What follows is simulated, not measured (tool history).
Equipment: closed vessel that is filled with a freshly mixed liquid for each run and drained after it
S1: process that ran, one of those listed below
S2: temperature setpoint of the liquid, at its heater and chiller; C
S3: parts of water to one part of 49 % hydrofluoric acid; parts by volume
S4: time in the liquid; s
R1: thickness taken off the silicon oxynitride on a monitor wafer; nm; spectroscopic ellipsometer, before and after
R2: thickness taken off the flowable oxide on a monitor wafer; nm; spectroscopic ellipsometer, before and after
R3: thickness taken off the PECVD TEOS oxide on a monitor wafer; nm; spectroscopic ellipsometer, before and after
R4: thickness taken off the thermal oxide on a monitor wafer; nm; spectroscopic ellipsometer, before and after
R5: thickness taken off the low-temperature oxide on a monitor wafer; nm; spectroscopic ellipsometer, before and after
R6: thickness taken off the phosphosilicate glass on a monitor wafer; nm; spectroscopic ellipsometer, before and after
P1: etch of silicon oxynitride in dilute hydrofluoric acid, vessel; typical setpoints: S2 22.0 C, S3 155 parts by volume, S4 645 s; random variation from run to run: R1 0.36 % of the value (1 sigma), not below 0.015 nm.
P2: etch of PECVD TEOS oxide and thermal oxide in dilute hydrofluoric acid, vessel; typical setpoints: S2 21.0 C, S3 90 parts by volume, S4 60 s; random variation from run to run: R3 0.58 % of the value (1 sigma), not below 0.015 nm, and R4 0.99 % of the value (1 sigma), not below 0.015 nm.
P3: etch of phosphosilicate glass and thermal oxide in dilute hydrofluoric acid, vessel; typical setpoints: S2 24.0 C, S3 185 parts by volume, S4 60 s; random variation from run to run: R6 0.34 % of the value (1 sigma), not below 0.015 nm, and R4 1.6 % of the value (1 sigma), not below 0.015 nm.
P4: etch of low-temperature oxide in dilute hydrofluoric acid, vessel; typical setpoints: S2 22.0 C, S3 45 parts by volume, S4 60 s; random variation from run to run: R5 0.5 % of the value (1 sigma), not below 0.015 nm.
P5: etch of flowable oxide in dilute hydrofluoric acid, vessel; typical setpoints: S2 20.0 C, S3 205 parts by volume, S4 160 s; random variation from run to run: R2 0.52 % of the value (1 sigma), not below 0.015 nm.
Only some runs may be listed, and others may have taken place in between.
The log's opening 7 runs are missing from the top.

| run | hour | S1 | S2 | S3 | S4 | R1 | R2 | R3 | R4 | R5 | R6 |
|---|---|---|---|---|---|---|---|---|---|---|---|
| 8 | 92.7 | P4 | 22.0 | 45 | 60 |  |  |  |  | 18.681 |  |
| 9 | 105.1 | P1 | 22.0 | 155 | 65 | 0.78279 |  |  |  |  |  |
| 10 | 114.5 | P5 | 20.0 | 205 | 160 |  | 17.889 |  |  |  |  |
| 11 | 123.0 | P1 | 17.5 | 155 | 645 | 6.08140 |  |  |  |  |  |
| 12 | 133.3 | P1 | 22.0 | 240 | 940 | 6.67690 |  |  |  |  |  |
| 13 | 145.3 | P4 | 22.0 | 45 | 60 |  |  |  |  | 18.548 |  |
| 14 | 160.3 | P1 | 22.0 | 155 | 645 | 7.53260 |  |  |  |  |  |
| 15 | 171.6 | P2 | 21.0 | 20 | 60 |  |  | 62.865 | 13.11400 |  |  |
| 16 | 184.9 | P5 | 20.0 | 75 | 160 |  | 57.009 |  |  |  |  |
| 17 | 194.7 | P2 | 21.0 | 90 | 105 |  |  | 22.505 | 4.75110 |  |  |
| 18 | 203.5 | P1 | 22.0 | 270 | 645 | 4.00530 |  |  |  |  |  |
| 19 | 216.2 | P3 | 24.0 | 305 | 60 |  |  |  | 0.78041 |  | 18.286 |
| 20 | 228.1 | P2 | 21.0 | 90 | 60 |  |  | 12.658 | 2.68490 |  |  |
| 21 | 238.2 | P1 | 22.0 | 155 | 1210 | 14.09000 |  |  |  |  |  |

Run 22 is up next; what results do you expect?
| 22 | 247.5 | P4 | 22.0 | 45 | 90 |  |  |  |  | ? |  |

Run 22 yielded R5 27.856 nm.
